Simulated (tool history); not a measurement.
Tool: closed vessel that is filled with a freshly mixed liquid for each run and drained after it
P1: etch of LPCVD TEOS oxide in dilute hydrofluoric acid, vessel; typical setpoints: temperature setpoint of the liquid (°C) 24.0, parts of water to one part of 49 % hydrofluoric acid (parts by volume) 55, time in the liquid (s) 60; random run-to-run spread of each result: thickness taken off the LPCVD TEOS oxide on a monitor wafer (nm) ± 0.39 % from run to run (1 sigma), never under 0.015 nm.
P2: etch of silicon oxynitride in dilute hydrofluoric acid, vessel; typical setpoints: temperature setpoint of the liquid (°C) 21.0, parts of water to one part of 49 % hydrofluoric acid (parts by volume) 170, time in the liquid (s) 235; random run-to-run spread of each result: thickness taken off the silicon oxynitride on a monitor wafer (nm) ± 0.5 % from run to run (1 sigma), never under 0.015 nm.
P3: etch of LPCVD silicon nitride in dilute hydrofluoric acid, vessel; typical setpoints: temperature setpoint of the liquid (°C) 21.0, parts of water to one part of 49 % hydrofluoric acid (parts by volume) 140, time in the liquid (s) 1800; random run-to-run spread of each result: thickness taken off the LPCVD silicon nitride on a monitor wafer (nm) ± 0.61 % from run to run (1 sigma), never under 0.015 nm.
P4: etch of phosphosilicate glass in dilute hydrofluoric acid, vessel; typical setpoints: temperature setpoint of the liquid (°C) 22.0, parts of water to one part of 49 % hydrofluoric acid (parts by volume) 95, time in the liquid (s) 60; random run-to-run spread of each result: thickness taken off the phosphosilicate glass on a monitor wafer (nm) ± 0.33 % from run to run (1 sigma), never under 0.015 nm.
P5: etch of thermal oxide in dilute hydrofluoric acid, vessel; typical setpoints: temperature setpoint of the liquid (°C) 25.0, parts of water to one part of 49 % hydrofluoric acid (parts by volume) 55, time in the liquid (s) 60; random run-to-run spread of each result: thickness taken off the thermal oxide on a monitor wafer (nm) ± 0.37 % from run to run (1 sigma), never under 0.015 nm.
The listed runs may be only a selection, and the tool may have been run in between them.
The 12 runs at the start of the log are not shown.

| run | day | process that ran | temperature setpoint of the liquid (°C) | parts of water to one part of 49 % hydrofluoric acid (parts by volume) | time in the liquid (s) | thickness taken off the LPCVD TEOS oxide on a monitor wafer (nm) | thickness taken off the phosphosilicate glass on a monitor wafer (nm) | thickness taken off the thermal oxide on a monitor wafer (nm) | thickness taken off the silicon oxynitride on a monitor wafer (nm) | thickness taken off the LPCVD silicon nitride on a monitor wafer (nm) |
|---|---|---|---|---|---|---|---|---|---|---|
| 13 | 1.908 | P1 | 17.0 | 55 | 60 | 47.842 |  |  |  |  |
| 14 | 2.079 | P1 | 24.0 | 55 | 60 | 64.311 |  |  |  |  |
| 15 | 2.238 | P1 | 24.0 | 55 | 60 | 64.325 |  |  |  |  |
| 16 | 2.338 | P4 | 22.0 | 95 | 60 |  | 67.260 |  |  |  |
| 17 | 2.508 | P2 | 21.0 | 170 | 390 |  |  |  | 7.7373 |  |
|  | 2.617 | thermometer replaced |
| 18 | 2.642 | P3 | 21.0 | 140 | 1800 |  |  |  |  | 5.20450 |
| 19 | 2.742 | P3 | 21.0 | 140 | 1800 |  |  |  |  | 5.25070 |
| 20 | 2.846 | P1 | 24.0 | 55 | 60 | 63.877 |  |  |  |  |
| 21 | 3.008 | P1 | 24.0 | 55 | 60 | 64.883 |  |  |  |  |
| 22 | 3.183 | P4 | 22.0 | 175 | 60 |  | 33.493 |  |  |  |
| 23 | 3.296 | P1 | 24.0 | 55 | 100 | 107.410 |  |  |  |  |
| 24 | 3.396 | P2 | 17.0 | 170 | 235 |  |  |  | 3.8882 |  |
|  | 3.500 | hydrofluoric acid flow meter replaced |
| 25 | 3.579 | P5 | 25.0 | 100 | 60 |  |  | 2.8512 |  |  |
| 26 | 3.700 | P1 | 24.0 | 80 | 60 | 42.832 |  |  |  |  |
| 27 | 3.875 | P4 | 22.0 | 95 | 60 |  | 67.456 |  |  |  |
| 28 | 3.967 | P5 | 25.0 | 55 | 60 |  |  | 5.4602 |  |  |
| 29 | 4.092 | P3 | 21.0 | 250 | 1800 |  |  |  |  | 2.96860 |
| 30 | 4.283 | P3 | 21.0 | 140 | 150 |  |  |  |  | 0.45081 |
| 31 | 4.392 | P5 | 25.0 | 55 | 30 |  |  | 2.7606 |  |  |
| 32 | 4.508 | P5 | 25.0 | 55 | 60 |  |  | 5.4984 |  |  |

Estimate the outcome of run 33 from the log above:
| 33 | 4.596 | P1 | 24.0 | 55 | 60 | ? |  |  |  |  |

thickness taken off the LPCVD TEOS oxide on a monitor wafer (nm): 65.003

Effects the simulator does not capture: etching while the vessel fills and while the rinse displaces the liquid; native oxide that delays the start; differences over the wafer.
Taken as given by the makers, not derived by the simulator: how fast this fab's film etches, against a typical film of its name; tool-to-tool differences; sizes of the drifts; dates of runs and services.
